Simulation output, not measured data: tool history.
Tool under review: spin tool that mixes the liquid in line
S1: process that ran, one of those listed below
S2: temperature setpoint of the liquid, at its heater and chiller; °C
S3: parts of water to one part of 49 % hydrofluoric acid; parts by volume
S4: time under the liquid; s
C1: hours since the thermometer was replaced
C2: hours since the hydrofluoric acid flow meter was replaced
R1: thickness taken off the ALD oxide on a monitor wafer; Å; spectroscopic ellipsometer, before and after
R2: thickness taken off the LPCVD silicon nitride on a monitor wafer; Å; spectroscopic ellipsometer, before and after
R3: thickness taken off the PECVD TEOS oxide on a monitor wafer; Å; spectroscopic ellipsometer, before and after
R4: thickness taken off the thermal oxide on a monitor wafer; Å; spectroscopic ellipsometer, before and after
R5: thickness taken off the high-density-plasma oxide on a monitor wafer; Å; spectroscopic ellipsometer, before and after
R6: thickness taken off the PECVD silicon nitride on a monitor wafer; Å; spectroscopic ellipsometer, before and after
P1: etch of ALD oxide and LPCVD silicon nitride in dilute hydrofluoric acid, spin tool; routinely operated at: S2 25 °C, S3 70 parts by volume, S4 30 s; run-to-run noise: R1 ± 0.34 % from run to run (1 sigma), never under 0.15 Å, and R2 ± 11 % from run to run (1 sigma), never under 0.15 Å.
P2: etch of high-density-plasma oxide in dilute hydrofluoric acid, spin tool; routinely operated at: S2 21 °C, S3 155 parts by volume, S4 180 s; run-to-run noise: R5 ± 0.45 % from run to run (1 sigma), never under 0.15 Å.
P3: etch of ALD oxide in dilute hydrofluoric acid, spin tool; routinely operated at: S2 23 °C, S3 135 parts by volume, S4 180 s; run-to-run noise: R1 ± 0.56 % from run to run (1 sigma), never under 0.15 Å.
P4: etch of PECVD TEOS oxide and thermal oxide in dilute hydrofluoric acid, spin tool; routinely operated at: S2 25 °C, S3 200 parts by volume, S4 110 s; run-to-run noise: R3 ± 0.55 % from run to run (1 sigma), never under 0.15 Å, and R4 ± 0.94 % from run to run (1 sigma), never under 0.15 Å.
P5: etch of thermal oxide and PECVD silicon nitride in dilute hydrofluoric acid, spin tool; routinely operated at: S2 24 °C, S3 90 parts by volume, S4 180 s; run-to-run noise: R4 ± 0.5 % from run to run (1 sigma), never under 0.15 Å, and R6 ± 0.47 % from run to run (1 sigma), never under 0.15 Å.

run 1 hour=3.4 | S1=P1 S2=25 S3=70 S4=30 | C1=293.7 C2=1058.5 | R1=82.732 R2=2.1627
run 2 hour=6.4 | S1=P4 S2=25 S3=200 S4=45 | C1=296.7 C2=1061.5 | R3=28.329 R4=9.201
run 3 hour=9.7 | S1=P3 S2=23 S3=135 S4=180 | C1=300 C2=1064.8 | R1=191.93
run 4 hour=14 | S1=P1 S2=25 S3=70 S4=30 | C1=304.3 C2=1069.1 | R1=82.69 R2=2.0029
run 5 hour=17.8 | S1=P3 S2=23 S3=135 S4=15 | C1=308.1 C2=1072.9 | R1=16.097
run 6 hour=22.8 | S1=P1 S2=25 S3=70 S4=30 | C1=313.1 C2=1077.9 | R1=82.481 R2=1.9099
run 7 hour=26.7 | S1=P2 S2=21 S3=50 S4=180 | C1=317 C2=1081.8 | R5=169.01
run 8 hour=30.7 | S1=P1 S2=25 S3=115 S4=60 | C1=321 C2=1085.8 | R1=95.131 R2=2.1229
run 9 hour=33.9 | S1=P1 S2=29.5 S3=70 S4=30 | C1=324.2 C2=1089 | R1=97.956 R2=3.1275
run 10 hour=38.4 | S1=P1 S2=25 S3=70 S4=30 | C1=328.7 C2=1093.5 | R1=82.362 R2=2.0333
run 11 hour=43.3 | S1=P1 S2=25 S3=20 S4=30 | C1=333.6 C2=1098.4 | R1=310.35 R2=7.1448
run 12 hour=47.7 | S1=P1 S2=25 S3=115 S4=30 | C1=338 C2=1102.8 | R1=47.443 R2=1.1893
run 13 hour=52.4 | S1=P4 S2=25 S3=100 S4=110 | C1=342.7 C2=1107.5 | R3=154.61 R4=51.453
run 14 hour=55.6 | S1=P3 S2=31.5 S3=135 S4=180 | C1=345.9 C2=1110.7 | R1=266.15
run 15 hour=59.5 | S1=P1 S2=25 S3=70 S4=30 | C1=349.8 C2=1114.6 | R1=82.743 R2=1.331
run 16 hour=63.3 | S1=P2 S2=21 S3=155 S4=180 | C1=353.6 C2=1118.4 | R5=48.688
run 17 hour=68.1 | S1=P1 S2=25 S3=70 S4=15 | C1=358.4 C2=1123.2 | R1=41.379 R2=1.1973
run 18 hour=72.8 | S1=P2 S2=21 S3=155 S4=360 | C1=363.1 C2=1127.9 | R5=97.737
run 19 hour=75 | S1=P5 S2=24 S3=90 S4=320 | C1=365.3 C2=1130.1 | R4=174.51 R6=125.19
run 20 hour=79.1 | S1=P2 S2=28.5 S3=155 S4=180 | C1=369.4 C2=1134.2 | R5=65.007
run 21 hour=82.8 | S1=P1 S2=21.5 S3=70 S4=30 | C1=373.1 C2=1137.9 | R1=71.18 R2=1.5598
run 22 hour=86.3 | S1=P4 S2=25 S3=200 S4=110 | C1=376.6 C2=1141.4 | R3=68.222 R4=22.611
run 23 hour=89.4 | S1=P5 S2=24 S3=90 S4=180 | C1=379.7 C2=1144.5 | R4=97.291 R6=70.077
run 24 hour=93.4 | S1=P5 S2=31 S3=90 S4=180 | C1=383.7 C2=1148.5 | R4=128.2 R6=110.24
run 25 hour=96.8 | S1=P2 S2=21 S3=155 S4=180 | C1=387.1 C2=1151.9 | R5=48.336
run 26 hour=99.6 | S1=P3 S2=23 S3=250 S4=180 | C1=389.9 C2=1154.7 | R1=91.886
run 27 hour=101.8 | S1=P1 S2=25 S3=70 S4=30 | C1=392.1 C2=1156.9 | R1=82.709 R2=1.945
run 28 hour=104.4 | S1=P1 S2=25 S3=45 S4=15 | C1=394.7 C2=1159.5 | R1=67.113 R2=1.283
run 29 hour=107.4 | S1=P1 S2=25 S3=70 S4=60 | C1=397.7 C2=1162.5 | R1=164.33 R2=4.3833
run 30 hour=112.1 | S1=P5 S2=24 S3=25 S4=180 | C1=402.4 C2=1167.2 | R4=381.73 R6=243.2
run 31 hour=116.7 | S1=P1 S2=25 S3=120 S4=45 | C1=407 C2=1171.8 | R1=67.614 R2=2.0563
run 32 hour=121.7 | S1=P4 S2=18 S3=200 S4=110 | C1=412 C2=1176.8 | R3=52.86 R4=17.632
run 33 hour=126.2 | S1=P1 S2=25 S3=70 S4=30 | C1=416.5 C2=1181.3 | R1=82.65 R2=2.024
run 34 hour=129.2 | S1=P1 S2=25 S3=70 S4=30 | C1=419.5 C2=1184.3 | R1=81.119 R2=2.3361
run 35 hour=131.4 | S1=P1 S2=25 S3=70 S4=30 | C1=421.7 C2=1186.5 | R1=79.424 R2=2.0441
run 36 hour=135.1 | S1=P1 S2=25 S3=70 S4=30 | C1=425.4 C2=1190.2 | R1=79.088 R2=1.8975
run 37 hour=140 | S1=P1 S2=25 S3=70 S4=30 | C1=430.3 C2=1195.1 | R1=78.583 R2=1.7001
run 38 hour=144.6 | S1=P1 S2=25 S3=70 S4=30 | C1=434.9 C2=1199.7 | R1=78.062 R2=1.9107
run 39 hour=149.1 | S1=P1 S2=25 S3=70 S4=30 | C1=439.4 C2=1204.2 | R1=78.377 R2=1.7893
run 40 hour=153.4 | S1=P1 S2=25 S3=70 S4=30 | C1=443.7 C2=1208.5 | R1=77.915 R2=1.5536

Compared with where it was, what P1 gives has crept away. Each cause listed below fits the log as well as the rest, at the size given for it:
A: hydrofluoric acid flow below the setpoint (%) = 5.51
B: liquid colder than its thermometer reads (K) = 1.54
The process output started creeping at around hour 126.2.

Consider the 4 single-wafer check runs listed below, results given as question marks: which one distinguishes between the causes by giving clearly different results for each?
run check 1 hour=157.7 | S1=P4 S2=21.5 S3=200 S4=110 | R3=? R4=?
run check 2 hour=157.7 | S1=P2 S2=27.5 S3=110 S4=180 | R5=?
run check 3 hour=157.7 | S1=P5 S2=24 S3=90 S4=280 | R4=? R6=?
run check 4 hour=157.7 | S1=P3 S2=23 S3=235 S4=60 | R1=?

How each check would come out, cause by cause:
check=check_1 result=R3 if_A=56.489 if_B=57.024
check=check_1 result=R4 if_A=18.661 if_B=18.838
check=check_2 result=R5 if_A=87.015 if_B=87.536
check=check_3 result=R4 if_A=142.34 if_B=142.53
check=check_3 result=R6 if_A=102.83 if_B=98.144
check=check_4 result=R1 if_A=30.892 if_B=31.316
How far apart the two closest causes lie, in the result that separates them most: check 1 0.94 %; check 2 0.6 %; check 3 4.66 %; check 4 1.36 %
Only check 3 tells the causes apart: in the others they would give nearly the same result.

Check 3 has now been run. It gave: R4 140.86 Å; R6 98.393 Å. Which of the candidate causes is it?

The cause is B: liquid colder than its thermometer reads (K).
